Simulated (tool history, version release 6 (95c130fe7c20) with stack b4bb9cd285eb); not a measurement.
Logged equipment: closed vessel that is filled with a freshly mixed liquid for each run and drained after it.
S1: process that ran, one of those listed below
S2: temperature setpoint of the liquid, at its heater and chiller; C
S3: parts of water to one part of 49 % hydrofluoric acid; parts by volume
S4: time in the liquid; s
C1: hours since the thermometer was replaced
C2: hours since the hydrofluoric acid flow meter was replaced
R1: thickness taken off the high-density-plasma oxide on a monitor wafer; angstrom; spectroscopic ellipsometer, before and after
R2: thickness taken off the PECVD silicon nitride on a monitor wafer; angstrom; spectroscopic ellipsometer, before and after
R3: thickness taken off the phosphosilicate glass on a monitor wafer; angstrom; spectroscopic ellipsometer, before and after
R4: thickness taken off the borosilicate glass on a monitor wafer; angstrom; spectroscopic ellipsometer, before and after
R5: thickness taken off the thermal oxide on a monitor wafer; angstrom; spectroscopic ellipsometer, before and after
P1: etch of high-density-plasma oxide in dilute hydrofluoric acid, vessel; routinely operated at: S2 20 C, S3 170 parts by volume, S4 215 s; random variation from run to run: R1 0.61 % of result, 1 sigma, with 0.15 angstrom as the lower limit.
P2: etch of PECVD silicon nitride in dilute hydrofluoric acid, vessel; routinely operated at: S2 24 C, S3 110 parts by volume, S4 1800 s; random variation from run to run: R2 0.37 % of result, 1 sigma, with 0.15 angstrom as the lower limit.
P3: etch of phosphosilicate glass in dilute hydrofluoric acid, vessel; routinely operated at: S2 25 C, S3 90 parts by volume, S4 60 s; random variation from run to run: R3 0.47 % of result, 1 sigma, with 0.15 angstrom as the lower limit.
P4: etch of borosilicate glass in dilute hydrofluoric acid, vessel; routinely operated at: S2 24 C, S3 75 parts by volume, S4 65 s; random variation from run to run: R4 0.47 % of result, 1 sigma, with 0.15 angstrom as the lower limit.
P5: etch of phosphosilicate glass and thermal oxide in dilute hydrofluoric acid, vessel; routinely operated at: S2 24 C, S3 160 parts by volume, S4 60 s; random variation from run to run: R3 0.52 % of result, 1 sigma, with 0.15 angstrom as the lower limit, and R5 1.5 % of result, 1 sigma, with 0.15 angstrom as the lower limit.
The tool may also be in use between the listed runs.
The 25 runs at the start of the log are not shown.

run 26 hour=103.6 | S1=P2 S2=24 S3=110 S4=1800 | C1=1118.1 C2=511.5 | R2=284.43
run 27 hour=107.4 | S1=P1 S2=17 S3=300 S4=215 | C1=1121.9 C2=515.3 | R1=25.89
run 28 hour=109.8 | S1=P1 S2=26.5 S3=170 S4=215 | C1=1124.3 C2=517.7 | R1=72.714
run 29 hour=114.8 | S1=P1 S2=20 S3=170 S4=215 | C1=1129.3 C2=522.7 | R1=56.946
run 30 hour=118.7 | S1=P5 S2=24 S3=160 S4=60 | C1=1133.2 C2=526.6 | R3=406.36 R5=15.528
run 31 hour=122.9 | S1=P1 S2=20 S3=170 S4=215 | C1=1137.4 C2=530.8 | R1=56.463
run 32 hour=128 | S1=P2 S2=28.5 S3=110 S4=1800 | C1=1142.5 C2=535.9 | R2=378.54
run 33 hour=130.9 | S1=P5 S2=24 S3=255 S4=60 | C1=1145.4 C2=538.8 | R3=230.93 R5=8.8993
run 34 hour=135.9 | S1=P1 S2=20 S3=170 S4=215 | C1=1150.4 C2=543.8 | R1=56.477
run 35 hour=138.7 | S1=P1 S2=20 S3=170 S4=215 | C1=1153.2 C2=546.6 | R1=57.97
run 36 hour=143.3 | S1=P1 S2=20 S3=170 S4=215 | C1=1157.8 C2=551.2 | R1=59.476
run 37 hour=147.9 | S1=P1 S2=20 S3=170 S4=215 | C1=1162.4 C2=555.8 | R1=59.277
run 38 hour=152.2 | S1=P1 S2=20 S3=170 S4=215 | C1=1166.7 C2=560.1 | R1=60.503
run 39 hour=157.1 | S1=P1 S2=20 S3=170 S4=215 | C1=1171.6 C2=565 | R1=60.501
run 40 hour=162 | S1=P1 S2=20 S3=170 S4=215 | C1=1176.5 C2=569.9 | R1=60.703

Run 41 has not been measured yet. What should we expect?
run 41 hour=164.6 | S1=P1 S2=20 S3=170 S4=215 | C1=1179.1 C2=572.5 | R1=?

R1: 61.649 angstrom

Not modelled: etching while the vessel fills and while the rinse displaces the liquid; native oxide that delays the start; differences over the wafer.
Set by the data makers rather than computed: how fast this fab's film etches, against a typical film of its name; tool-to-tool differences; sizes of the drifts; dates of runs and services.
